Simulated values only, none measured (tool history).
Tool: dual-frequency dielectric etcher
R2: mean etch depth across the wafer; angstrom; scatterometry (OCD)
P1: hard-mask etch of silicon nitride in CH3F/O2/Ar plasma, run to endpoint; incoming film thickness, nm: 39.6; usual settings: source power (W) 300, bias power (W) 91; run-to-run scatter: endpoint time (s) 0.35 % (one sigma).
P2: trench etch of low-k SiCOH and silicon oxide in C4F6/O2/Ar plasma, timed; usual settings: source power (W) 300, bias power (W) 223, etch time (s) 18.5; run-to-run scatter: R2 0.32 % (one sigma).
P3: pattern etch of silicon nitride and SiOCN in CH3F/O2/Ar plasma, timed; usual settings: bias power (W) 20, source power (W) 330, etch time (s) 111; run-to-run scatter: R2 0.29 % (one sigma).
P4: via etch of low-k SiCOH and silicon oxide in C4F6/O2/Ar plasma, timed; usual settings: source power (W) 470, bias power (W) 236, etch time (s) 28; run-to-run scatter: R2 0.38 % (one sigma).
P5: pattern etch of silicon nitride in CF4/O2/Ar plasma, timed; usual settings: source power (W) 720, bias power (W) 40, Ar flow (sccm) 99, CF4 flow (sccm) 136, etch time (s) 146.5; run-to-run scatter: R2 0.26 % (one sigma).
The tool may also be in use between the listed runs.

Run 1, hour 9.8: process that ran P1, source power (W) 300, bias power (W) 91. Result: endpoint time (s) 60.753.
Run 2, hour 23.5: process that ran P2, source power (W) 300, bias power (W) 298, etch time (s) 18.5. Result: R2 618.39 angstrom.
Run 3, hour 40.9: process that ran P4, source power (W) 470, bias power (W) 236, etch time (s) 40. Result: R2 1087.4 angstrom.
Run 4, hour 57.2: process that ran P1, source power (W) 360, bias power (W) 118. Result: endpoint time (s) 51.207.
Run 5, hour 67.6: process that ran P5, source power (W) 720, bias power (W) 40, etch time (s) 146.5, Ar flow (sccm) 99, CF4 flow (sccm) 111. Result: R2 3617.4 angstrom.
Run 6, hour 81.1: process that ran P1, source power (W) 300, bias power (W) 91. Result: endpoint time (s) 60.505.
Run 7, hour 97.1: process that ran P4, source power (W) 470, bias power (W) 236, etch time (s) 28. Result: R2 761.03 angstrom.
Run 8, hour 109.1: process that ran P5, source power (W) 720, bias power (W) 40, etch time (s) 91.5, Ar flow (sccm) 99, CF4 flow (sccm) 136. Result: R2 2334.6 angstrom.
Run 9, hour 127.3: process that ran P1, source power (W) 300, bias power (W) 91. Result: endpoint time (s) 60.622.
Run 10, hour 144: process that ran P3, source power (W) 330, bias power (W) 20, etch time (s) 111. Result: R2 131.66 angstrom.
Run 11, hour 154: process that ran P1, source power (W) 300, bias power (W) 91. Result: endpoint time (s) 60.595.
Run 12, hour 164.5: process that ran P4, source power (W) 290, bias power (W) 236, etch time (s) 28. Result: R2 630.03 angstrom.
Run 13, hour 174.5: process that ran P2, source power (W) 300, bias power (W) 223, etch time (s) 18.5. Result: R2 558.99 angstrom.
Run 14, hour 187.8: process that ran P1, source power (W) 300, bias power (W) 91. Result: endpoint time (s) 60.462.
Run 15, hour 201.5: process that ran P2, source power (W) 300, bias power (W) 223, etch time (s) 18.5. Result: R2 559.33 angstrom.
Run 16, hour 216.6: process that ran P1, source power (W) 300, bias power (W) 109. Result: endpoint time (s) 56.71.
Run 17, hour 234.2: process that ran P2, source power (W) 300, bias power (W) 223, etch time (s) 26. Result: R2 790.33 angstrom.
Run 18, hour 250.7: process that ran P4, source power (W) 470, bias power (W) 183, etch time (s) 28. Result: R2 700.93 angstrom.
Run 19, hour 262.2: process that ran P5, source power (W) 720, bias power (W) 53, etch time (s) 146.5, Ar flow (sccm) 99, CF4 flow (sccm) 136. Result: R2 4088.5 angstrom.
Run 20, hour 279.6: process that ran P5, source power (W) 960, bias power (W) 40, etch time (s) 146.5, Ar flow (sccm) 99, CF4 flow (sccm) 136. Result: R2 4800.4 angstrom.
Run 21, hour 288.1: process that ran P1, source power (W) 370, bias power (W) 91. Result: endpoint time (s) 55.824.
Run 22, hour 298: process that ran P3, source power (W) 240, bias power (W) 20, etch time (s) 111. Result: R2 117.2 angstrom.
Run 23, hour 312.4: process that ran P1, source power (W) 170, bias power (W) 91. Result: endpoint time (s) 74.775.
Run 24, hour 328: process that ran P3, source power (W) 330, bias power (W) 20, etch time (s) 111. Result: R2 131.63 angstrom.
Run 25, hour 342.4: process that ran P5, source power (W) 720, bias power (W) 40, etch time (s) 146.5, Ar flow (sccm) 76, CF4 flow (sccm) 136. Result: R2 3831.8 angstrom.
Run 26, hour 353.8: process that ran P1, source power (W) 300, bias power (W) 91. Result: endpoint time (s) 60.858.
Run 27, hour 367.1: process that ran P1, source power (W) 300, bias power (W) 58. Result: endpoint time (s) 71.392.
Run 28, hour 381.6: process that ran P3, source power (W) 330, bias power (W) 20, etch time (s) 160. Result: R2 190.21 angstrom.
At hour 397.1: wet clean of the chamber.
Run 29, hour 399.3: process that ran P2, source power (W) 210, bias power (W) 223, etch time (s) 18.5. Result: R2 490.28 angstrom.
Run 30, hour 417.6: process that ran P3, source power (W) 330, bias power (W) 28, etch time (s) 111. Result: R2 153.23 angstrom.
Run 31, hour 430.3: process that ran P5, source power (W) 720, bias power (W) 40, etch time (s) 146.5, Ar flow (sccm) 99, CF4 flow (sccm) 136. Result: R2 3723.6 angstrom.
Run 32, hour 442.3: process that ran P1, source power (W) 300, bias power (W) 91. Result: endpoint time (s) 60.924.
Run 33, hour 460: process that ran P1, source power (W) 300, bias power (W) 91. Result: endpoint time (s) 61.346.
Run 34, hour 468.8: process that ran P1, source power (W) 300, bias power (W) 91. Result: endpoint time (s) 61.372.
Run 35, hour 482.4: process that ran P1, source power (W) 300, bias power (W) 91. Result: endpoint time (s) 61.522.
Run 36, hour 498.5: process that ran P1, source power (W) 300, bias power (W) 91. Result: endpoint time (s) 61.671.
At hour 501.9: wet clean of the chamber.
Run 37, hour 507.9: process that ran P1, source power (W) 300, bias power (W) 91. Result: endpoint time (s) 61.902.
Run 38, hour 517.5: process that ran P1, source power (W) 300, bias power (W) 91. Result: endpoint time (s) 61.714.
Run 39, hour 526.6: process that ran P1, source power (W) 300, bias power (W) 91. Result: endpoint time (s) 61.705.
Run 40, hour 536.1: process that ran P1, source power (W) 300, bias power (W) 91. Result: endpoint time (s) 61.413.
Run 41, hour 547.4: process that ran P1, source power (W) 300, bias power (W) 91. Result: endpoint time (s) 61.683.

What P1 gives has crept away from where it was. These 2 causes fit the log equally well, each at the size given:
A: bias power that arrives under what is set, % = 4.67
B: source power that arrives under what is set, % = 4.6
The creep began at about hour 442.3.
Why every other cause is out:
chamber walls in a state that lowers the etch rate, %: serviced at hour 501.9, which brought nothing back

4 check runs are offered, one wafer each, their results left as question marks. Which one tells the causes apart?
Run check 1, hour 558.7: process that ran P5, source power (W) 720, bias power (W) 40, etch time (s) 146.5, Ar flow (sccm) 99, CF4 flow (sccm) 136. Result: R2 ?.
Run check 2, hour 558.7: process that ran P3, source power (W) 330, bias power (W) 20, etch time (s) 111. Result: R2 ?.
Run check 3, hour 558.7: process that ran P4, source power (W) 470, bias power (W) 236, etch time (s) 28. Result: R2 ?.
Run check 4, hour 558.7: process that ran P2, source power (W) 300, bias power (W) 223, etch time (s) 18.5. Result: R2 ?.

What each check would give under each cause:
  check  result    if A    if B
check 1      R2    3666  3572.1
check 2      R2  128.88  129.49
check 3      R2  750.29   748.5
check 4      R2  552.44  551.36
How far apart the two closest causes lie, in the result that separates them most: check 1 2.6 %; check 2 0.47 %; check 3 0.24 %; check 4 0.2 %
Only check 1 tells the causes apart: in the others they would give nearly the same result.

Then check 1 was run and gave: R2 3589.5 angstrom. Which cause is it?

It is B: source power that arrives under what is set, %.
